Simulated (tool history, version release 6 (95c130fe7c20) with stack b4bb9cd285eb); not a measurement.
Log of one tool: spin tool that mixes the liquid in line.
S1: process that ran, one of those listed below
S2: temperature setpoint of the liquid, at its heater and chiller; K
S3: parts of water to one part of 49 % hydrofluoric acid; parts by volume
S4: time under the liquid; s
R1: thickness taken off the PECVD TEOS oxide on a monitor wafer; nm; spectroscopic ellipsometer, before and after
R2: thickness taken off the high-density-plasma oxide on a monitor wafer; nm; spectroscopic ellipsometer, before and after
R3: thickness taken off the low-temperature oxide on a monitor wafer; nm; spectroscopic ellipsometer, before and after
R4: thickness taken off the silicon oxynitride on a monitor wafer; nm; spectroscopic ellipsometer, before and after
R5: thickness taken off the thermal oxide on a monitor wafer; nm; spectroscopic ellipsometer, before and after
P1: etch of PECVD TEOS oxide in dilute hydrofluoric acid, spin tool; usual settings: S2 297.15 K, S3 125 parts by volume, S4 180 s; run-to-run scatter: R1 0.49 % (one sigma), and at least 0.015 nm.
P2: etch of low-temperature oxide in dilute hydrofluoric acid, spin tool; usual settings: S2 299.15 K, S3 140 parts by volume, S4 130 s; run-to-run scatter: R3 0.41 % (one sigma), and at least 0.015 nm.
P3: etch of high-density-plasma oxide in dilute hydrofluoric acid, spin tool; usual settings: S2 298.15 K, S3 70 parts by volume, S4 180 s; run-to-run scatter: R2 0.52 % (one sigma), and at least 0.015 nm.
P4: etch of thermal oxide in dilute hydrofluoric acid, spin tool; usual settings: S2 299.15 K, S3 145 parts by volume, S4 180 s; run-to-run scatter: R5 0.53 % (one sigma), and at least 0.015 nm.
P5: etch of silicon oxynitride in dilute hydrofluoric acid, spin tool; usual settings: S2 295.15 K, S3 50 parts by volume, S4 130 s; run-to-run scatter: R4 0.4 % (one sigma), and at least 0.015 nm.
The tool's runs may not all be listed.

{"run": 1, "hour": 5.1, "S1": "P1", "S2": 297.15, "S3": 125, "S4": 180, "R1": 13.356}
{"run": 2, "hour": 11.6, "S1": "P3", "S2": 304.65, "S3": 70, "S4": 180, "R2": 19.133}
{"run": 3, "hour": 16.8, "S1": "P3", "S2": 298.15, "S3": 70, "S4": 355, "R2": 29.457}
{"run": 4, "hour": 21.9, "S1": "P1", "S2": 297.15, "S3": 205, "S4": 180, "R1": 7.4297}
{"run": 5, "hour": 28.0, "S1": "P1", "S2": 301.65, "S3": 125, "S4": 180, "R1": 15.921}
{"run": 6, "hour": 33.4, "S1": "P1", "S2": 297.15, "S3": 125, "S4": 355, "R1": 26.469}
{"run": 7, "hour": 40.8, "S1": "P2", "S2": 299.15, "S3": 225, "S4": 130, "R3": 11.6}
{"run": 8, "hour": 46.7, "S1": "P5", "S2": 295.15, "S3": 50, "S4": 35, "R4": 3.2051}
{"run": 9, "hour": 54.4, "S1": "P1", "S2": 297.15, "S3": 125, "S4": 180, "R1": 13.305}
{"run": 10, "hour": 60.1, "S1": "P4", "S2": 299.15, "S3": 145, "S4": 320, "R5": 10.578}
{"run": 11, "hour": 64.8, "S1": "P1", "S2": 297.15, "S3": 55, "S4": 180, "R1": 33.106}
{"run": 12, "hour": 72.7, "S1": "P4", "S2": 299.15, "S3": 145, "S4": 180, "R5": 5.848}
{"run": 13, "hour": 80.1, "S1": "P1", "S2": 290.65, "S3": 125, "S4": 180, "R1": 10.399}
{"run": 14, "hour": 85.6, "S1": "P1", "S2": 297.15, "S3": 125, "S4": 30, "R1": 2.2375}
{"run": 15, "hour": 92.3, "S1": "P3", "S2": 298.15, "S3": 45, "S4": 180, "R2": 24.132}
{"run": 16, "hour": 98.0, "S1": "P2", "S2": 299.15, "S3": 140, "S4": 20, "R3": 3.1698}
{"run": 17, "hour": 102.4, "S1": "P5", "S2": 295.15, "S3": 50, "S4": 130, "R4": 11.865}
{"run": 18, "hour": 106.3, "S1": "P5", "S2": 290.15, "S3": 50, "S4": 130, "R4": 9.1497}
{"run": 19, "hour": 111.3, "S1": "P1", "S2": 297.15, "S3": 125, "S4": 180, "R1": 13.374}
{"run": 20, "hour": 118.9, "S1": "P2", "S2": 299.15, "S3": 140, "S4": 130, "R3": 20.599}
{"run": 21, "hour": 127.3, "S1": "P4", "S2": 299.15, "S3": 145, "S4": 180, "R5": 5.9393}
{"run": 22, "hour": 131.4, "S1": "P1", "S2": 297.15, "S3": 125, "S4": 180, "R1": 13.491}
{"run": 23, "hour": 137.1, "S1": "P5", "S2": 295.15, "S3": 90, "S4": 130, "R4": 6.3837}
{"run": 24, "hour": 140.9, "S1": "P1", "S2": 297.15, "S3": 190, "S4": 320, "R1": 14.571}
{"run": 25, "hour": 146.2, "S1": "P1", "S2": 297.15, "S3": 125, "S4": 180, "R1": 13.5}
{"run": 26, "hour": 150.7, "S1": "P3", "S2": 298.15, "S3": 70, "S4": 180, "R2": 14.968}
{"run": 27, "hour": 156.5, "S1": "P4", "S2": 304.65, "S3": 145, "S4": 180, "R5": 7.1628}
{"run": 28, "hour": 164.1, "S1": "P4", "S2": 299.15, "S3": 25, "S4": 180, "R5": 39.732}
{"run": 29, "hour": 169.7, "S1": "P2", "S2": 293.15, "S3": 140, "S4": 130, "R3": 16.307}
{"run": 30, "hour": 177.8, "S1": "P1", "S2": 297.15, "S3": 125, "S4": 180, "R1": 13.42}
{"run": 31, "hour": 181.6, "S1": "P1", "S2": 297.15, "S3": 125, "S4": 180, "R1": 13.772}
{"run": 32, "hour": 188.2, "S1": "P1", "S2": 297.15, "S3": 125, "S4": 180, "R1": 14.13}

The next listed run, before its measurement:
{"run": 33, "hour": 194.1, "S1": "P1", "S2": 297.15, "S3": 125, "S4": 180, "R1": "?"}

R1: 14.308 nm
